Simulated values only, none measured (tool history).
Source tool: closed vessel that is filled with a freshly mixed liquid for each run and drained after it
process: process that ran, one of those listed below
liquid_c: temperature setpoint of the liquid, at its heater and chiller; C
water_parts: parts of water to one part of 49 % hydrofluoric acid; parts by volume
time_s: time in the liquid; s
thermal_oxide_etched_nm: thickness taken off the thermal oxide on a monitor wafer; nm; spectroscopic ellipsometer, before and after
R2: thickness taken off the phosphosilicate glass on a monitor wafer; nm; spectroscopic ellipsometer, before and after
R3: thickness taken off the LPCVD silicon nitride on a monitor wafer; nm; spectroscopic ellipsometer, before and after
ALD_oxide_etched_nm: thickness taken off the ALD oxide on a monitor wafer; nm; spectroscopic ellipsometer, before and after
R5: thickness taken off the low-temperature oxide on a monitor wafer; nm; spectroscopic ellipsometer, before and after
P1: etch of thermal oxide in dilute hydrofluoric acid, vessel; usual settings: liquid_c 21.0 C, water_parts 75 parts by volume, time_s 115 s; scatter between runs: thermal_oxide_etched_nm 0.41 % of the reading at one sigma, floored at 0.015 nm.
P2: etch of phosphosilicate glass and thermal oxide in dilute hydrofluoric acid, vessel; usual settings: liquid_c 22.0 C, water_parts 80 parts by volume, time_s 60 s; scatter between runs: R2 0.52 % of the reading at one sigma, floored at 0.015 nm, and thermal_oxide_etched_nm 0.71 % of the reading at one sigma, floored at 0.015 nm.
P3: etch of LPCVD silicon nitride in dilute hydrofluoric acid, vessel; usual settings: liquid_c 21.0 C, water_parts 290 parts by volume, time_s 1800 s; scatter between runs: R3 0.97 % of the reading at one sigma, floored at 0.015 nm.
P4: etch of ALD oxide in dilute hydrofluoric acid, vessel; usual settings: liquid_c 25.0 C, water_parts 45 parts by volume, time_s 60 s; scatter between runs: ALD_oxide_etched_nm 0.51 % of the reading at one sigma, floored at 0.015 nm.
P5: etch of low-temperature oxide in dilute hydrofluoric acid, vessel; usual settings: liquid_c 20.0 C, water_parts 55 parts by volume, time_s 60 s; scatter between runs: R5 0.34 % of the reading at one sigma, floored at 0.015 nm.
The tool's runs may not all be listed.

run 1 hour=10.7 | process=P1 liquid_c=21.0 water_parts=75 time_s=115 | thermal_oxide_etched_nm=6.7273
run 2 hour=20.3 | process=P1 liquid_c=21.0 water_parts=75 time_s=30 | thermal_oxide_etched_nm=1.7242
run 3 hour=25.9 | process=P1 liquid_c=21.0 water_parts=75 time_s=195 | thermal_oxide_etched_nm=11.4510
run 4 hour=34.3 | process=P1 liquid_c=21.0 water_parts=75 time_s=115 | thermal_oxide_etched_nm=6.6622
run 5 hour=41.8 | process=P1 liquid_c=21.0 water_parts=110 time_s=115 | thermal_oxide_etched_nm=4.3985
run 6 hour=52.2 | process=P1 liquid_c=21.0 water_parts=75 time_s=115 | thermal_oxide_etched_nm=6.7298
run 7 hour=58.8 | process=P2 liquid_c=22.0 water_parts=115 time_s=60 | thermal_oxide_etched_nm=2.2929 R2=93.533
run 8 hour=66.9 | process=P3 liquid_c=21.0 water_parts=290 time_s=690 | R3=1.0196
run 9 hour=74.4 | process=P3 liquid_c=21.0 water_parts=290 time_s=1800 | R3=2.5471
run 10 hour=84.8 | process=P3 liquid_c=21.0 water_parts=395 time_s=1800 | R3=1.8941
run 11 hour=95.0 | process=P1 liquid_c=21.0 water_parts=75 time_s=115 | thermal_oxide_etched_nm=6.7387
run 12 hour=104.1 | process=P4 liquid_c=25.0 water_parts=30 time_s=60 | ALD_oxide_etched_nm=36.450
run 13 hour=111.1 | process=P2 liquid_c=22.0 water_parts=80 time_s=105 | thermal_oxide_etched_nm=6.1351 R2=244.170
run 14 hour=121.3 | process=P3 liquid_c=26.0 water_parts=290 time_s=1800 | R3=3.5159
run 15 hour=128.7 | process=P1 liquid_c=26.5 water_parts=20 time_s=115 | thermal_oxide_etched_nm=33.7370
run 16 hour=135.6 | process=P4 liquid_c=17.0 water_parts=45 time_s=60 | ALD_oxide_etched_nm=16.996
run 17 hour=144.0 | process=P1 liquid_c=17.0 water_parts=75 time_s=115 | thermal_oxide_etched_nm=5.6695
run 18 hour=154.6 | process=P4 liquid_c=25.0 water_parts=45 time_s=60 | ALD_oxide_etched_nm=23.733
run 19 hour=162.7 | process=P2 liquid_c=17.0 water_parts=80 time_s=60 | thermal_oxide_etched_nm=2.8389 R2=112.460
run 20 hour=170.3 | process=P5 liquid_c=20.0 water_parts=55 time_s=95 | R5=53.221
run 21 hour=177.7 | process=P1 liquid_c=25.5 water_parts=75 time_s=215 | thermal_oxide_etched_nm=15.0780
run 22 hour=188.0 | process=P1 liquid_c=21.0 water_parts=75 time_s=115 | thermal_oxide_etched_nm=6.6673
run 23 hour=193.0 | process=P2 liquid_c=22.0 water_parts=80 time_s=60 | thermal_oxide_etched_nm=3.4886 R2=139.250
run 24 hour=203.5 | process=P4 liquid_c=25.0 water_parts=45 time_s=30 | ALD_oxide_etched_nm=11.991
-- hour=205.9 hydrofluoric acid flow meter replaced
run 25 hour=212.3 | process=P5 liquid_c=20.0 water_parts=55 time_s=60 | R5=33.751
run 26 hour=221.4 | process=P5 liquid_c=20.0 water_parts=20 time_s=60 | R5=96.505
run 27 hour=229.3 | process=P1 liquid_c=21.0 water_parts=25 time_s=115 | thermal_oxide_etched_nm=21.3610
run 28 hour=234.9 | process=P1 liquid_c=21.0 water_parts=105 time_s=30 | thermal_oxide_etched_nm=1.2120
run 29 hour=243.5 | process=P1 liquid_c=27.5 water_parts=75 time_s=115 | thermal_oxide_etched_nm=8.6791
run 30 hour=252.7 | process=P5 liquid_c=17.0 water_parts=55 time_s=60 | R5=29.630
run 31 hour=261.5 | process=P1 liquid_c=21.0 water_parts=75 time_s=115 | thermal_oxide_etched_nm=6.6839
run 32 hour=268.2 | process=P1 liquid_c=21.0 water_parts=75 time_s=115 | thermal_oxide_etched_nm=6.8646
run 33 hour=273.1 | process=P1 liquid_c=21.0 water_parts=75 time_s=115 | thermal_oxide_etched_nm=6.9228
run 34 hour=280.6 | process=P1 liquid_c=21.0 water_parts=75 time_s=115 | thermal_oxide_etched_nm=7.0845
run 35 hour=289.0 | process=P1 liquid_c=21.0 water_parts=75 time_s=115 | thermal_oxide_etched_nm=7.1502
run 36 hour=297.1 | process=P1 liquid_c=21.0 water_parts=75 time_s=115 | thermal_oxide_etched_nm=7.1766
run 37 hour=303.5 | process=P1 liquid_c=21.0 water_parts=75 time_s=115 | thermal_oxide_etched_nm=7.2055
run 38 hour=313.2 | process=P1 liquid_c=21.0 water_parts=75 time_s=115 | thermal_oxide_etched_nm=7.2379
run 39 hour=323.0 | process=P1 liquid_c=21.0 water_parts=75 time_s=115 | thermal_oxide_etched_nm=7.2372

P1 has crept away from where it was. The log is fitted equally well by each of these 2 causes, at the sizes shown:
A: hydrofluoric acid flow above the setpoint (%) = 7.17
B: liquid hotter than its thermometer reads (K) = 1.84
The drift started at roughly hour 261.5.

The 4 check runs listed below each average the results of 3 wafers, and their outcomes are marked with question marks. Under which run would the listed causes produce clearly different results?
run check 1 hour=332.8 | process=P5 liquid_c=20.0 water_parts=55 time_s=60 | R5=?
run check 2 hour=332.8 | process=P3 liquid_c=21.0 water_parts=290 time_s=1800 | R3=?
run check 3 hour=332.8 | process=P4 liquid_c=25.0 water_parts=45 time_s=60 | ALD_oxide_etched_nm=?
run check 4 hour=332.8 | process=P2 liquid_c=22.0 water_parts=80 time_s=60 | thermal_oxide_etched_nm=? R2=?

What every check run would give for each of its results, assuming each possible cause in turn:
check=check_1 result=R5 if_A=36.254 if_B=36.386
check=check_2 result=R3 if_A=2.7426 if_B=2.8764
check=check_3 result=ALD_oxide_etched_nm if_A=25.647 if_B=25.686
check=check_4 result=thermal_oxide_etched_nm if_A=3.7234 if_B=3.7195
check=check_4 result=R2 if_A=149.900 if_B=149.750
Distance between the nearest two causes, measured in the result of the check that separates them most: check 1 0.37 %; check 2 4.76 %; check 3 0.15 %; check 4 0.1 %
Only in check 2 would the causes give clearly different results; in the remaining checks their results would be nearly the same.

Check 2 has now been run. It gave: R3 2.7380 nm. Which of the candidate causes is it?

It was cause A: hydrofluoric acid flow above the setpoint (%).
